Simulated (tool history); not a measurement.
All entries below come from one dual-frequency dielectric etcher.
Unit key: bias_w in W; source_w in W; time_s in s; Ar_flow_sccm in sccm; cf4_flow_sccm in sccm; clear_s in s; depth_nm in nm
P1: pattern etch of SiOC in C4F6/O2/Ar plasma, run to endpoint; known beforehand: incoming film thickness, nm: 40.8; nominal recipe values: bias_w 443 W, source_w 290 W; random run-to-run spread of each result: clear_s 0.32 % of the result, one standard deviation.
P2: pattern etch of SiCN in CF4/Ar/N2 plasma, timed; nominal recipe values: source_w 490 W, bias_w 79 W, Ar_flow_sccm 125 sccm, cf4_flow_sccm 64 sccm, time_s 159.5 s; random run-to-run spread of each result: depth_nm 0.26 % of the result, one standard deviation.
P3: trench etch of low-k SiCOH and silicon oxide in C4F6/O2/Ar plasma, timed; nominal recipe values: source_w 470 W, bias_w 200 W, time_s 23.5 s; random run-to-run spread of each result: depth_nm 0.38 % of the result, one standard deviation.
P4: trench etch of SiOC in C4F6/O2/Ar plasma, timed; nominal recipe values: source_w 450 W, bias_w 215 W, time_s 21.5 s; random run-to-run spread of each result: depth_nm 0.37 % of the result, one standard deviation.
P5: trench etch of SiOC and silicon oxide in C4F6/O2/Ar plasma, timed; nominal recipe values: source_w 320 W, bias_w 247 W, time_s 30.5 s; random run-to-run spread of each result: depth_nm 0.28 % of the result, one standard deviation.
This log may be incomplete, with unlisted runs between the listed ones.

run	hour	process	bias_w	source_w	time_s	Ar_flow_sccm	cf4_flow_sccm	hours since the last wet clean	hours since the last bias power generator calibration	hours since the last source power generator calibration	clear_s	depth_nm
1	10.7	P1	443	290				383.9	1627.4	1247.9	16.378	
2	23.2	P3	131	470	23.5			396.4	1639.9	1260.4		70.823
3	36.7	P5	247	450	30.5			409.9	1653.4	1273.9		70.672
4	47.1	P1	443	200				420.3	1663.8	1284.3	18.819	
5	58.7	P1	443	290				431.9	1675.4	1295.9	16.388	
6	72.6	P4	215	450	15.5			445.8	1689.3	1309.8		34.891
7	81.2	P3	200	270	23.5			454.4	1697.9	1318.4		64.842
8	94.8	P1	601	230				468.0	1711.5	1332.0	15.855	
9	101.9	P5	247	320	30.5			475.1	1718.6	1339.1		62.074
10	112.4	P2	79	490	159.5	125	64	485.6	1729.1	1349.6		144.110
11	124.9	P4	156	450	21.5			498.1	1741.6	1362.1		43.410
12	135.5	P1	443	370				508.7	1752.2	1372.7	14.980	
13	142.7	P1	443	290				515.9	1759.4	1379.9	16.256	
14	156.9	P5	350	320	30.5			530.1	1773.6	1394.1		69.934
15	169.7	P2	79	490	87.5	125	64	542.9	1786.4	1406.9		78.941
16	179.9	P4	215	280	21.5			553.1	1796.6	1417.1		40.320
17	192.4	P4	215	450	21.5			565.6	1809.1	1429.6		48.479
# hour 193.5: bias power generator calibrated
# hour 198.1: source power generator calibrated
18	199.0	P1	295	290				572.2	5.6	0.9	19.046	
19	205.4	P1	443	290				578.6	12.0	7.3	16.396	
20	218.4	P3	200	470	23.5			591.6	25.0	20.3		80.856
21	228.3	P2	79	490	159.5	155	64	601.5	34.9	30.2		138.910
22	234.5	P1	443	290				607.7	41.1	36.4	16.363	
23	242.7	P1	443	290				615.9	49.3	44.6	16.366	
24	255.0	P2	53	490	159.5	125	64	628.2	61.6	56.9		124.510
25	266.9	P3	200	470	13.0			640.1	73.5	68.8		44.381
26	280.9	P1	443	290				654.1	87.5	82.8	16.447	
27	288.8	P5	247	320	19.0			662.0	95.4	90.7		38.516
28	295.1	P2	79	390	159.5	125	64	668.3	101.7	97.0		118.320
29	307.9	P4	215	450	21.5			681.1	114.5	109.8		48.489
30	319.6	P2	79	490	159.5	125	86	692.8	126.2	121.5		150.700
31	331.9	P1	531	290				705.1	138.5	133.8	15.262	
32	343.7	P1	443	290				716.9	150.3	145.6	16.442	

Estimate the outcome of run 33 from the log above:
33	353.3	P1	443	290				726.5	159.9	155.2	?	

Run 33 gave clear_s 16.495 s.

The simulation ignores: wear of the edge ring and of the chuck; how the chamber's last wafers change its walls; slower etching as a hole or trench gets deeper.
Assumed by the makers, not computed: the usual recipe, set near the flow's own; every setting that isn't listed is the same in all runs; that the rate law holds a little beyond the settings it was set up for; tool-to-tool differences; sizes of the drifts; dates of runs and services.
